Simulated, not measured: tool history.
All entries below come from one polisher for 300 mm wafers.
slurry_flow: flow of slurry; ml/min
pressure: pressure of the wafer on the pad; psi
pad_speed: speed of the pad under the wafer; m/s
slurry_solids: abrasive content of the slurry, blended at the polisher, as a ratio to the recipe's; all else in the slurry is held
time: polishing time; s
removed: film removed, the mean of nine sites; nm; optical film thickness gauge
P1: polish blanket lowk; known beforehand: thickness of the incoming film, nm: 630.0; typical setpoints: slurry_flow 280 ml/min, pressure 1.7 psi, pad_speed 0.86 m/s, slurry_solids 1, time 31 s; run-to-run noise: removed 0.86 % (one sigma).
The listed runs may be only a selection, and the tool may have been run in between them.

{"run": 1, "hour": 3.9, "slurry_flow": 280, "pressure": 1.7, "pad_speed": 0.86, "slurry_solids": 1, "time": 31, "removed": 8.8668}
{"run": 2, "hour": 10.1, "slurry_flow": 280, "pressure": 1.7, "pad_speed": 0.86, "slurry_solids": 1, "time": 31, "removed": 8.7756}
{"run": 3, "hour": 14.1, "slurry_flow": 280, "pressure": 1.7, "pad_speed": 0.86, "slurry_solids": 1, "time": 31, "removed": 8.9006}
{"run": 4, "hour": 19.2, "slurry_flow": 280, "pressure": 1.3, "pad_speed": 0.5, "slurry_solids": 1, "time": 31, "removed": 4.3853}
{"hour": 19.9, "done": "slurry nozzle cleaned"}
{"run": 5, "hour": 24.5, "slurry_flow": 170, "pressure": 1.7, "pad_speed": 0.86, "slurry_solids": 1, "time": 31, "removed": 8.2924}
{"run": 6, "hour": 30.9, "slurry_flow": 280, "pressure": 1.7, "pad_speed": 0.86, "slurry_solids": 0.5, "time": 31, "removed": 6.0091}
{"run": 7, "hour": 34.9, "slurry_flow": 280, "pressure": 1.7, "pad_speed": 0.86, "slurry_solids": 1, "time": 31, "removed": 8.65}
{"run": 8, "hour": 40.2, "slurry_flow": 280, "pressure": 2.6, "pad_speed": 0.86, "slurry_solids": 1, "time": 31, "removed": 13.446}
{"run": 9, "hour": 43.9, "slurry_flow": 280, "pressure": 1.7, "pad_speed": 1.36, "slurry_solids": 1, "time": 31, "removed": 12.686}
{"run": 10, "hour": 49.6, "slurry_flow": 170, "pressure": 1.7, "pad_speed": 0.86, "slurry_solids": 1.25, "time": 31, "removed": 9.2598}
{"run": 11, "hour": 54.6, "slurry_flow": 280, "pressure": 1.7, "pad_speed": 0.46, "slurry_solids": 1, "time": 31, "removed": 5.3576}
{"run": 12, "hour": 58.1, "slurry_flow": 420, "pressure": 1.7, "pad_speed": 0.86, "slurry_solids": 1, "time": 31, "removed": 9.0664}
{"run": 13, "hour": 62.9, "slurry_flow": 280, "pressure": 1.7, "pad_speed": 0.86, "slurry_solids": 1, "time": 14, "removed": 3.9678}
{"run": 14, "hour": 66.6, "slurry_flow": 280, "pressure": 1.7, "pad_speed": 0.86, "slurry_solids": 1.25, "time": 31, "removed": 9.7541}
{"run": 15, "hour": 69.9, "slurry_flow": 280, "pressure": 1.1, "pad_speed": 0.86, "slurry_solids": 1, "time": 31, "removed": 5.7452}
{"run": 16, "hour": 74.4, "slurry_flow": 280, "pressure": 1.7, "pad_speed": 0.86, "slurry_solids": 1, "time": 31, "removed": 8.8059}
{"run": 17, "hour": 78.6, "slurry_flow": 280, "pressure": 1.7, "pad_speed": 0.86, "slurry_solids": 1, "time": 31, "removed": 8.8568}
{"run": 18, "hour": 85.1, "slurry_flow": 280, "pressure": 1.7, "pad_speed": 0.86, "slurry_solids": 1, "time": 45, "removed": 12.704}
{"run": 19, "hour": 91.0, "slurry_flow": 280, "pressure": 1.7, "pad_speed": 0.86, "slurry_solids": 1, "time": 31, "removed": 8.8553}
{"run": 20, "hour": 97.1, "slurry_flow": 280, "pressure": 1.7, "pad_speed": 0.86, "slurry_solids": 1, "time": 31, "removed": 8.33}
{"run": 21, "hour": 102.2, "slurry_flow": 280, "pressure": 1.7, "pad_speed": 0.86, "slurry_solids": 1, "time": 31, "removed": 8.0296}
{"hour": 104.5, "done": "conditioning disc replaced and pad reconditioned"}
{"run": 22, "hour": 107.4, "slurry_flow": 280, "pressure": 1.7, "pad_speed": 0.86, "slurry_solids": 1, "time": 31, "removed": 7.8609}
{"run": 23, "hour": 111.2, "slurry_flow": 280, "pressure": 1.7, "pad_speed": 0.86, "slurry_solids": 1, "time": 31, "removed": 7.7236}
{"run": 24, "hour": 115.0, "slurry_flow": 280, "pressure": 1.7, "pad_speed": 0.86, "slurry_solids": 1, "time": 31, "removed": 7.7102}
{"hour": 116.1, "done": "head pressure recalibrated"}
{"run": 25, "hour": 119.6, "slurry_flow": 280, "pressure": 1.7, "pad_speed": 0.86, "slurry_solids": 1, "time": 31, "removed": 7.6743}
{"run": 26, "hour": 125.0, "slurry_flow": 280, "pressure": 1.7, "pad_speed": 0.86, "slurry_solids": 1, "time": 31, "removed": 7.7132}

P1 has crept away from where it was. The log is fitted equally well by each of these 2 causes, at the sizes shown:
A: removal rate lost through wear of the pad, % = 12.8
B: abrasive missing from the slurry, % = 24.4
The onset of the drift is placed at about hour 91.
What rules out each remaining cause:
slurry flow missing at the pad, %: cannot exceed 40; that much would move removed by -6.1 %, which falls short of the creep or goes against it
head's pressure below its setpoint, %: its service at hour 116.1 followed the start of the drift and did not put the process back to its old value
time polished since the conditioner stopped cutting, s: its service at hour 104.5 followed the start of the drift and did not put the process back to its old value

Below are 4 check runs, each averaged over 3 wafers, with their results shown as question marks. Which of them would give clearly different results depending on which cause is behind the drift?
{"run": "check 1", "hour": 130.4, "slurry_flow": 420, "pressure": 1.7, "pad_speed": 0.86, "slurry_solids": 0.55, "time": 31, "removed": "?"}
{"run": "check 2", "hour": 130.4, "slurry_flow": 345, "pressure": 1.7, "pad_speed": 0.52, "slurry_solids": 1, "time": 31, "removed": "?"}
{"run": "check 3", "hour": 130.4, "slurry_flow": 280, "pressure": 2.6, "pad_speed": 0.86, "slurry_solids": 1, "time": 14, "removed": "?"}
{"run": "check 4", "hour": 130.4, "slurry_flow": 280, "pressure": 1.3, "pad_speed": 0.86, "slurry_solids": 1, "time": 31, "removed": "?"}

How each check would come out, cause by cause:
check=check_1 result=removed if_A=5.7892 if_B=5.5583
check=check_2 result=removed if_A=5.2366 if_B=5.237
check=check_3 result=removed if_A=5.3122 if_B=5.3126
check=check_4 result=removed if_A=5.8813 if_B=5.8818
Minimum pairwise separation of causes per check, each pair taken at its best-separating result: check 1 4.07 %; check 2 0.01 %; check 3 0.01 %; check 4 0.01 %
Only in check 1 would the causes give clearly different results; in the remaining checks their results would be nearly the same.

Check 1 was carried out, with these results: removed 5.8372 nm. Which of the listed causes is responsible?

A is the cause: removal rate lost through wear of the pad, %.

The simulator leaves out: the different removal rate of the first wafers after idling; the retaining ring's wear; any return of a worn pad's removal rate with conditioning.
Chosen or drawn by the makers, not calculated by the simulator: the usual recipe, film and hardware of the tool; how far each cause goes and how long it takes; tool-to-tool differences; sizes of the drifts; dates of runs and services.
